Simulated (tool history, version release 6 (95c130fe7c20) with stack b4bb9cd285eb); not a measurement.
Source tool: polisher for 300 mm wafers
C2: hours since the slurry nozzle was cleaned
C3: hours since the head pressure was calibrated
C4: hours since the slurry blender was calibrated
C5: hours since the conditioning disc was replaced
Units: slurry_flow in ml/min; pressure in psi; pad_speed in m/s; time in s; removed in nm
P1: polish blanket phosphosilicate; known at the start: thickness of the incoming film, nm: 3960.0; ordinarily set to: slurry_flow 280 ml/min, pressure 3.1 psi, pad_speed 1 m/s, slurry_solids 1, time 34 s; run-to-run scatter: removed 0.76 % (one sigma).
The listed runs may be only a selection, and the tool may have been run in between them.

run 1 day=0.167 | slurry_flow=280 pressure=3.1 pad_speed=1 slurry_solids=1 time=34 | wafers_polished_on_this_pad=182 C2=476 C3=313.5 C4=367.2 C5=48.8 | removed=340.55
run 2 day=0.262 | slurry_flow=280 pressure=3.1 pad_speed=1 slurry_solids=1.45 time=34 | wafers_polished_on_this_pad=214 C2=478.3 C3=315.8 C4=369.5 C5=51.1 | removed=395.49
run 3 day=0.383 | slurry_flow=280 pressure=3.1 pad_speed=1 slurry_solids=1 time=15 | wafers_polished_on_this_pad=255 C2=481.2 C3=318.7 C4=372.4 C5=54 | removed=150.79
run 4 day=0.467 | slurry_flow=170 pressure=3.1 pad_speed=1 slurry_solids=1 time=34 | wafers_polished_on_this_pad=284 C2=483.2 C3=320.7 C4=374.4 C5=56 | removed=320.8
run 5 day=0.562 | slurry_flow=280 pressure=3.1 pad_speed=1 slurry_solids=0.5 time=34 | wafers_polished_on_this_pad=316 C2=485.5 C3=323 C4=376.7 C5=58.3 | removed=232.13
run 6 day=0.7 | slurry_flow=280 pressure=3.1 pad_speed=1 slurry_solids=1 time=34 | wafers_polished_on_this_pad=363 C2=488.8 C3=326.3 C4=380 C5=61.6 | removed=344.48
run 7 day=0.879 | slurry_flow=280 pressure=3.1 pad_speed=1.5 slurry_solids=1 time=34 | wafers_polished_on_this_pad=424 C2=493.1 C3=330.6 C4=384.3 C5=65.9 | removed=477.8
run 8 day=0.983 | slurry_flow=280 pressure=3.1 pad_speed=1 slurry_solids=1 time=53 | wafers_polished_on_this_pad=459 C2=495.6 C3=333.1 C4=386.8 C5=68.4 | removed=535.42
run 9 day=1.112 | slurry_flow=280 pressure=3.1 pad_speed=1 slurry_solids=1 time=34 | wafers_polished_on_this_pad=503 C2=498.7 C3=336.2 C4=389.9 C5=71.5 | removed=336.86
run 10 day=1.242 | slurry_flow=280 pressure=3.1 pad_speed=1 slurry_solids=1 time=34 | wafers_polished_on_this_pad=547 C2=501.8 C3=339.3 C4=393 C5=74.6 | removed=337.3
run 11 day=1.4 | slurry_flow=280 pressure=3.1 pad_speed=1 slurry_solids=1 time=34 | wafers_polished_on_this_pad=601 C2=505.6 C3=343.1 C4=396.8 C5=78.4 | removed=340.19
run 12 day=1.5 | slurry_flow=280 pressure=2.2 pad_speed=1 slurry_solids=1.4 time=34 | wafers_polished_on_this_pad=635 C2=508 C3=345.5 C4=399.2 C5=80.8 | removed=281.34
-- day=1.538 conditioning disc replaced and pad reconditioned
run 13 day=1.608 | slurry_flow=280 pressure=1.9 pad_speed=1 slurry_solids=1 time=34 | wafers_polished_on_this_pad=672 C2=510.6 C3=348.1 C4=401.8 C5=1.8 | removed=209.91
run 14 day=1.754 | slurry_flow=280 pressure=3.1 pad_speed=0.5 slurry_solids=1 time=34 | wafers_polished_on_this_pad=721 C2=514.1 C3=351.6 C4=405.3 C5=5.3 | removed=199.26
run 15 day=1.942 | slurry_flow=445 pressure=3.1 pad_speed=1 slurry_solids=1 time=34 | wafers_polished_on_this_pad=785 C2=518.6 C3=356.1 C4=409.8 C5=9.8 | removed=356.25
run 16 day=2.1 | slurry_flow=280 pressure=4.5 pad_speed=1 slurry_solids=1 time=34 | wafers_polished_on_this_pad=839 C2=522.4 C3=359.9 C4=413.6 C5=13.6 | removed=493.37
run 17 day=2.2 | slurry_flow=280 pressure=3.1 pad_speed=1 slurry_solids=1 time=34 | wafers_polished_on_this_pad=873 C2=524.8 C3=362.3 C4=416 C5=16 | removed=337.14
run 18 day=2.333 | slurry_flow=280 pressure=3.1 pad_speed=1 slurry_solids=1 time=34 | wafers_polished_on_this_pad=918 C2=528 C3=365.5 C4=419.2 C5=19.2 | removed=342
run 19 day=2.488 | slurry_flow=280 pressure=3.1 pad_speed=1 slurry_solids=1 time=34 | wafers_polished_on_this_pad=971 C2=531.7 C3=369.2 C4=422.9 C5=22.9 | removed=333.39
run 20 day=2.612 | slurry_flow=280 pressure=3.1 pad_speed=1 slurry_solids=1 time=34 | wafers_polished_on_this_pad=1013 C2=534.7 C3=372.2 C4=425.9 C5=25.9 | removed=319.95
run 21 day=2.754 | slurry_flow=280 pressure=3.1 pad_speed=1 slurry_solids=1 time=34 | wafers_polished_on_this_pad=1062 C2=538.1 C3=375.6 C4=429.3 C5=29.3 | removed=316.61
run 22 day=2.925 | slurry_flow=280 pressure=3.1 pad_speed=1 slurry_solids=1 time=34 | wafers_polished_on_this_pad=1120 C2=542.2 C3=379.7 C4=433.4 C5=33.4 | removed=314.91
-- day=3.058 conditioning disc replaced and pad reconditioned
run 23 day=3.092 | slurry_flow=280 pressure=3.1 pad_speed=1 slurry_solids=1 time=34 | wafers_polished_on_this_pad=1176 C2=546.2 C3=383.7 C4=437.4 C5=0.9 | removed=310.71
run 24 day=3.275 | slurry_flow=280 pressure=3.1 pad_speed=1 slurry_solids=1 time=34 | wafers_polished_on_this_pad=1239 C2=550.6 C3=388.1 C4=441.8 C5=5.3 | removed=303.68
-- day=3.283 slurry nozzle cleaned
run 25 day=3.392 | slurry_flow=280 pressure=3.1 pad_speed=1 slurry_solids=1 time=34 | wafers_polished_on_this_pad=1278 C2=2.6 C3=390.9 C4=444.6 C5=8.1 | removed=304.6
-- day=3.558 head pressure recalibrated
run 26 day=3.575 | slurry_flow=280 pressure=3.1 pad_speed=1 slurry_solids=1 time=34 | wafers_polished_on_this_pad=1341 C2=7 C3=0.5 C4=449 C5=12.5 | removed=306.29
run 27 day=3.696 | slurry_flow=280 pressure=3.1 pad_speed=1 slurry_solids=1 time=34 | wafers_polished_on_this_pad=1382 C2=9.9 C3=3.4 C4=451.9 C5=15.4 | removed=302.28
run 28 day=3.883 | slurry_flow=280 pressure=3.1 pad_speed=1 slurry_solids=1 time=34 | wafers_polished_on_this_pad=1446 C2=14.4 C3=7.9 C4=456.4 C5=19.9 | removed=304.24
run 29 day=4.067 | slurry_flow=280 pressure=3.1 pad_speed=1 slurry_solids=1 time=34 | wafers_polished_on_this_pad=1508 C2=18.8 C3=12.3 C4=460.8 C5=24.3 | removed=302.39

The output of P1 has drifted from where it used to be. Each of the 2 causes below, taken at the size shown beside it, accounts for the log equally well:
A: abrasive missing from the slurry, % = 21.9
B: removal rate lost through wear of the pad, % = 11.3
Onset of the creep was near day 2.333.
Ruled out, with reasons:
slurry flow missing at the pad, %: serviced at day 3.283, after the change had begun; the process did not return to its earlier output
head's pressure below its setpoint, %: serviced at day 3.558, after the change had begun; the process did not return to its earlier output
time polished since the conditioner stopped cutting, s: serviced at day 3.058, after the change had begun; the process did not return to its earlier output

You are offered 4 check runs, listed below with question marks in place of their results; each one averages 5 wafers. Which run separates the listed causes by giving clearly different results for each?
run check 1 day=4.25 | slurry_flow=430 pressure=3.1 pad_speed=1 slurry_solids=1 time=34 | removed=?
run check 2 day=4.25 | slurry_flow=360 pressure=3.1 pad_speed=1 slurry_solids=0.65 time=34 | removed=?
run check 3 day=4.25 | slurry_flow=170 pressure=3.1 pad_speed=1 slurry_solids=1 time=34 | removed=?
run check 4 day=4.25 | slurry_flow=360 pressure=3.1 pad_speed=1 slurry_solids=1 time=34 | removed=?

How each check would come out, cause by cause:
check=check_1 result=removed if_A=312.61 if_B=312.63
check=check_2 result=removed if_A=241.64 if_B=248.1
check=check_3 result=removed if_A=284.41 if_B=284.43
check=check_4 result=removed if_A=308.81 if_B=308.83
Per check, the gap between the least separated pair of causes, taken in the result that splits them most: check 1 0.01 %; check 2 2.64 %; check 3 0.01 %; check 4 0.01 %
Only check 2 tells the causes apart: in the others they would give nearly the same result.

With check 2 done, the readings were: removed 240.68 nm. Identify which of the listed causes applies.

It is A: abrasive missing from the slurry, %.

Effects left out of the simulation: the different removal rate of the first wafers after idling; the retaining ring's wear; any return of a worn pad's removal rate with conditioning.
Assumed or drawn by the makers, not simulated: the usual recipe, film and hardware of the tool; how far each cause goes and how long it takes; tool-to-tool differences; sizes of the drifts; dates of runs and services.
